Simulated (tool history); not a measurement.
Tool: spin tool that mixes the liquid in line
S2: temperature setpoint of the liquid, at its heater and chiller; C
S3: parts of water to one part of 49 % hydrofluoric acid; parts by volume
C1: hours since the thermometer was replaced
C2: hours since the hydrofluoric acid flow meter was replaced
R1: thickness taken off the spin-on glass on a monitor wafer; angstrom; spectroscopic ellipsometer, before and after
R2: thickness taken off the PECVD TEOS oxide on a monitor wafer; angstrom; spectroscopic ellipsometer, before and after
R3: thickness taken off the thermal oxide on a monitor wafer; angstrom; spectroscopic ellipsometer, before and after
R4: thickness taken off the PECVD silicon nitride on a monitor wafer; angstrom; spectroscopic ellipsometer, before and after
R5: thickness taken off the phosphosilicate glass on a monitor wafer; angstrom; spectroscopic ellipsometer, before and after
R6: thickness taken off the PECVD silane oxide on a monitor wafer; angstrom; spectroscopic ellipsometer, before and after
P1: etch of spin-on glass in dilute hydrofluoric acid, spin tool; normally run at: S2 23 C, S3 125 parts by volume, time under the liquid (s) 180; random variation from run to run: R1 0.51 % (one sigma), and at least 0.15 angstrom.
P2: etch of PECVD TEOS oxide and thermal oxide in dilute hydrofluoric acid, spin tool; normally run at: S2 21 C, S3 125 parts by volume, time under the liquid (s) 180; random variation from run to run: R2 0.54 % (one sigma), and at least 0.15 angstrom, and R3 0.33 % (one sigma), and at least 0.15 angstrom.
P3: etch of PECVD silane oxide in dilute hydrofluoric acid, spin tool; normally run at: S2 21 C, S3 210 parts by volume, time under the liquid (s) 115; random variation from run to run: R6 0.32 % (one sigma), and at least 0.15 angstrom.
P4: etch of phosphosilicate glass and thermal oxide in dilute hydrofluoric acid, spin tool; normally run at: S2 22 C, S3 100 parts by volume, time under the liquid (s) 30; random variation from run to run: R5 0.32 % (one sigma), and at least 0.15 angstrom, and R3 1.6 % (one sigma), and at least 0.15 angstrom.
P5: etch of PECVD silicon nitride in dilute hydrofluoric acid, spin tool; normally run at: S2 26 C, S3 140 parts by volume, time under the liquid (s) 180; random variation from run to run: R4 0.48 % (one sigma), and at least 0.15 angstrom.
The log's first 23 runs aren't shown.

Run 24, day 14.5: process that ran P1, S2 23 C, S3 125 parts by volume, time under the liquid (s) 180; C1 1569.6; C2 866.8. Result: R1 420.13 angstrom.
Run 25, day 15.1: process that ran P2, S2 21 C, S3 220 parts by volume, time under the liquid (s) 180; C1 1584; C2 881.2. Result: R2 54.027 angstrom, R3 32.003 angstrom.
Run 26, day 15.892: process that ran P1, S2 23 C, S3 75 parts by volume, time under the liquid (s) 180; C1 1603; C2 900.2. Result: R1 737.88 angstrom.
Run 27, day 16.55: process that ran P5, S2 20.5 C, S3 140 parts by volume, time under the liquid (s) 180; C1 1618.8; C2 916. Result: R4 30.279 angstrom.
Run 28, day 17.008: process that ran P3, S2 21 C, S3 210 parts by volume, time under the liquid (s) 115; C1 1629.8; C2 927. Result: R6 193.36 angstrom.
Run 29, day 17.417: process that ran P1, S2 28 C, S3 125 parts by volume, time under the liquid (s) 40; C1 1639.6; C2 936.8. Result: R1 113.04 angstrom.
Run 30, day 17.858: process that ran P3, S2 17 C, S3 210 parts by volume, time under the liquid (s) 115; C1 1650.2; C2 947.4. Result: R6 165.63 angstrom.
Run 31, day 18.321: process that ran P4, S2 22 C, S3 100 parts by volume, time under the liquid (s) 30; C1 1661.3; C2 958.5. Result: R3 13.031 angstrom, R5 192.2 angstrom.
Run 32, day 18.808: process that ran P1, S2 23 C, S3 125 parts by volume, time under the liquid (s) 180; C1 1673; C2 970.2. Result: R1 416.75 angstrom.
Run 33, day 19.438: process that ran P1, S2 23 C, S3 125 parts by volume, time under the liquid (s) 180; C1 1688.1; C2 985.3. Result: R1 434.24 angstrom.
Run 34, day 19.971: process that ran P1, S2 23 C, S3 125 parts by volume, time under the liquid (s) 180; C1 1700.9; C2 998.1. Result: R1 436.82 angstrom.
Run 35, day 20.446: process that ran P1, S2 23 C, S3 125 parts by volume, time under the liquid (s) 180; C1 1712.3; C2 1009.5. Result: R1 443.18 angstrom.
Run 36, day 21.158: process that ran P1, S2 23 C, S3 125 parts by volume, time under the liquid (s) 180; C1 1729.4; C2 1026.6. Result: R1 445.74 angstrom.
Run 37, day 21.775: process that ran P1, S2 23 C, S3 125 parts by volume, time under the liquid (s) 180; C1 1744.2; C2 1041.4. Result: R1 444.56 angstrom.

The next listed run, before its measurement:
Run 38, day 22.233: process that ran P1, S2 23 C, S3 125 parts by volume, time under the liquid (s) 180; C1 1755.2; C2 1052.4. Result: R1 ?.

{"run 38": {"R1": 443.86}}
